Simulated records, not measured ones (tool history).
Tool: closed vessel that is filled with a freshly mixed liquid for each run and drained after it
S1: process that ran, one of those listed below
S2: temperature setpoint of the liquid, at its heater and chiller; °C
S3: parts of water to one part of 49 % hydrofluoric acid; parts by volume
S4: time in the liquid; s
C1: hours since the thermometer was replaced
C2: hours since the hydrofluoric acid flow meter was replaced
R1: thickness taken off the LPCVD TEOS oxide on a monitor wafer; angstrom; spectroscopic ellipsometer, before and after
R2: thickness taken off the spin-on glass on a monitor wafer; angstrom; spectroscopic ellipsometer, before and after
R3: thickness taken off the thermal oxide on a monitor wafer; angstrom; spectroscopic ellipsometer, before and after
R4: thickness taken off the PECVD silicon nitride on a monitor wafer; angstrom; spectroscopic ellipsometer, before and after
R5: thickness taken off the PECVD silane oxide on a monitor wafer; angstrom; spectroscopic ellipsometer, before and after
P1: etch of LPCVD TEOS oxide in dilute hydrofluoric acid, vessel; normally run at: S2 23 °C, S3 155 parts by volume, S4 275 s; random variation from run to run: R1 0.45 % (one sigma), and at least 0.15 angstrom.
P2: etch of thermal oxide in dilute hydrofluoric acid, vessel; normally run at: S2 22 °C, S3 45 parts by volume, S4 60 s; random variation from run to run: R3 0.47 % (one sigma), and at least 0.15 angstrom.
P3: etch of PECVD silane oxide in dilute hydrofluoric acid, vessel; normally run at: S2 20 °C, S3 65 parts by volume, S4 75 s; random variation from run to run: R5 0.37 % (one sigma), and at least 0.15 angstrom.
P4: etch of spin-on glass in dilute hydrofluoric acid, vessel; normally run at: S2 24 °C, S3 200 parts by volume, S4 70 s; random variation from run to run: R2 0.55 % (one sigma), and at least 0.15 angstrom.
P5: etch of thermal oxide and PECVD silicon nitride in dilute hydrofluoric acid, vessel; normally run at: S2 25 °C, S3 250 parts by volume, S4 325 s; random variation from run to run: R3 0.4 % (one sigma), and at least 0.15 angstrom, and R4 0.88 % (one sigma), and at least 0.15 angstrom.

run	hour	S1	S2	S3	S4	C1	C2	R1	R2	R3	R4	R5
1	7.5	P1	23	155	275	968.1	171.2	329.27				
2	18.8	P4	24	200	70	979.4	182.5		128.88			
3	28.1	P1	23	155	425	988.7	191.8	507.19				
4	40.1	P1	19	155	275	1000.7	203.8	280.76				
5	51.5	P2	22	45	60	1012.1	215.2			59.801		
6	60.2	P5	25	425	325	1020.8	223.9			26.057	16.363	
7	69.5	P2	22	65	60	1030.1	233.2			40.49		
8	81.4	P3	28	65	75	1042	245.1					562.4
9	87.7	P4	24	200	70	1048.3	251.4		129.81			
10	97.1	P2	22	45	60	1057.7	260.8			59.971		
11	108.8	P3	20	110	75	1069.4	272.5					229.61
12	115.5	P1	28	70	275	1076.1	279.2	982.22				
# hour 121.5: hydrofluoric acid flow meter replaced
13	127.5	P4	24	345	70	1088.1	6.1		64.975			
14	137.3	P1	23	275	275	1097.9	15.9	164.78				
15	146.1	P3	20	65	30	1106.7	24.7					163.29
16	153.4	P5	25	250	325	1114	32			52.92	27.966	
17	160.5	P3	20	65	75	1121.1	39.1					407.6
18	168.6	P1	23	155	275	1129.2	47.2	328.21				
19	174.1	P3	20	65	75	1134.7	52.7					410.64
20	179.7	P1	23	55	275	1140.3	58.3	1039.1				
21	185.6	P1	27	155	275	1146.2	64.2	380.6				
22	195.9	P2	17	45	60	1156.5	74.5			48.511		
23	201.9	P1	23	155	275	1162.5	80.5	331.69				
24	207.6	P1	23	155	60	1168.2	86.2	71.965				
25	214.5	P5	25	250	535	1175.1	93.1			86.247	45.809	
26	225.3	P5	29	250	325	1185.9	103.9			60.839	34.86	

The next listed run, before its measurement:
27	235.2	P4	28.5	200	70	1195.8	113.8		?			

Run 27 gave R2 154.21 angstrom.
